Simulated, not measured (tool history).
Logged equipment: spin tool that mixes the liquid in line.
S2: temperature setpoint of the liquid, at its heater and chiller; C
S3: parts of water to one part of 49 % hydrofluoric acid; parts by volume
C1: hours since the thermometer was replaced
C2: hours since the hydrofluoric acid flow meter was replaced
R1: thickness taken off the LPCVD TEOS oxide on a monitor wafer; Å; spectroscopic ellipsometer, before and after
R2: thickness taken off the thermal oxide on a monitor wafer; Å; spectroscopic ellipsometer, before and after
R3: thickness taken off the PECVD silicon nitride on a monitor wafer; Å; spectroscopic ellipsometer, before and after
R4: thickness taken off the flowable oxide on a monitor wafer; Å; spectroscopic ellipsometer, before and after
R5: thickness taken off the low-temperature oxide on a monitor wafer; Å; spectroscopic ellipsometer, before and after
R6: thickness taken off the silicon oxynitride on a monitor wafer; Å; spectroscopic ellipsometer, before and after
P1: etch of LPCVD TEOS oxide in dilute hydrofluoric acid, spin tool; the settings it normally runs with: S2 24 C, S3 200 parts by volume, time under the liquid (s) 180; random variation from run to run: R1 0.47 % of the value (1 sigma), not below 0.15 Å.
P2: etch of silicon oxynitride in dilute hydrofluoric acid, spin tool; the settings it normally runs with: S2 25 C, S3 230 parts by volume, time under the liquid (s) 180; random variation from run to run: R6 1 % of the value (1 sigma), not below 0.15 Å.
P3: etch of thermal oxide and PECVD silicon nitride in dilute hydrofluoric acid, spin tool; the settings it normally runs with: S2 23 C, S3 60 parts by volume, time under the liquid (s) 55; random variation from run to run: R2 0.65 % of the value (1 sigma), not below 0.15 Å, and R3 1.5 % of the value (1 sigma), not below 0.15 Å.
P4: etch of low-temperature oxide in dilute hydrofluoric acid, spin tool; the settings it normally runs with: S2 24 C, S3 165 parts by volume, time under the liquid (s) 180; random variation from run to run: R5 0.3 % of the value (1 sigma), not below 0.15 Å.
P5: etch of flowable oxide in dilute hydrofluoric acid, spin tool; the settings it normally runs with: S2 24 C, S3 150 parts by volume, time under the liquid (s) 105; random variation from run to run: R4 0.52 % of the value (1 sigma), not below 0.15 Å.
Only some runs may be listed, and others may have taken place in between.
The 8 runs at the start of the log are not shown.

run 9 hour=64.8 | process_that_ran=P5 S2=24 S3=150 time_under_the_liquid_(s)=175 | C1=994.5 C2=406.5 | R4=425.15
run 10 hour=76.3 | process_that_ran=P4 S2=24 S3=245 time_under_the_liquid_(s)=180 | C1=1006 C2=418 | R5=105.31
run 11 hour=83.7 | process_that_ran=P1 S2=24 S3=75 time_under_the_liquid_(s)=265 | C1=1013.4 C2=425.4 | R1=1125.8
run 12 hour=89.4 | process_that_ran=P2 S2=30.5 S3=230 time_under_the_liquid_(s)=180 | C1=1019.1 C2=431.1 | R6=34.132
run 13 hour=94.9 | process_that_ran=P1 S2=17 S3=200 time_under_the_liquid_(s)=180 | C1=1024.6 C2=436.6 | R1=185.44
run 14 hour=106.7 | process_that_ran=P4 S2=32 S3=165 time_under_the_liquid_(s)=180 | C1=1036.4 C2=448.4 | R5=226.93
run 15 hour=113.1 | process_that_ran=P1 S2=17 S3=330 time_under_the_liquid_(s)=180 | C1=1042.8 C2=454.8 | R1=100.57
run 16 hour=122.7 | process_that_ran=P5 S2=24 S3=150 time_under_the_liquid_(s)=105 | C1=1052.4 C2=464.4 | R4=251.65
run 17 hour=129.6 | process_that_ran=P1 S2=24 S3=330 time_under_the_liquid_(s)=180 | C1=1059.3 C2=471.3 | R1=129.47
run 18 hour=138.5 | process_that_ran=P3 S2=23 S3=60 time_under_the_liquid_(s)=55 | C1=1068.2 C2=480.2 | R2=43.291 R3=15.034
run 19 hour=146.4 | process_that_ran=P1 S2=24 S3=200 time_under_the_liquid_(s)=180 | C1=1076.1 C2=488.1 | R1=243.61
run 20 hour=156 | process_that_ran=P2 S2=25 S3=230 time_under_the_liquid_(s)=180 | C1=1085.7 C2=497.7 | R6=26.967
run 21 hour=163 | process_that_ran=P4 S2=24 S3=165 time_under_the_liquid_(s)=70 | C1=1092.7 C2=504.7 | R5=65.779
run 22 hour=174.2 | process_that_ran=P3 S2=23 S3=60 time_under_the_liquid_(s)=55 | C1=1103.9 C2=515.9 | R2=43.428 R3=15.482
run 23 hour=185.3 | process_that_ran=P3 S2=17 S3=60 time_under_the_liquid_(s)=55 | C1=1115 C2=527 | R2=33.353 R3=9.556
run 24 hour=192.4 | process_that_ran=P4 S2=24 S3=165 time_under_the_liquid_(s)=180 | C1=1122.1 C2=534.1 | R5=169.7

Run 25, settings as shown, results not yet in. Your forecast:
run 25 hour=202 | process_that_ran=P3 S2=23 S3=95 time_under_the_liquid_(s)=55 | C1=1131.7 C2=543.7 | R2=? R3=?

{"run 25": {"R2": 26.081, "R3": 9.8374}}
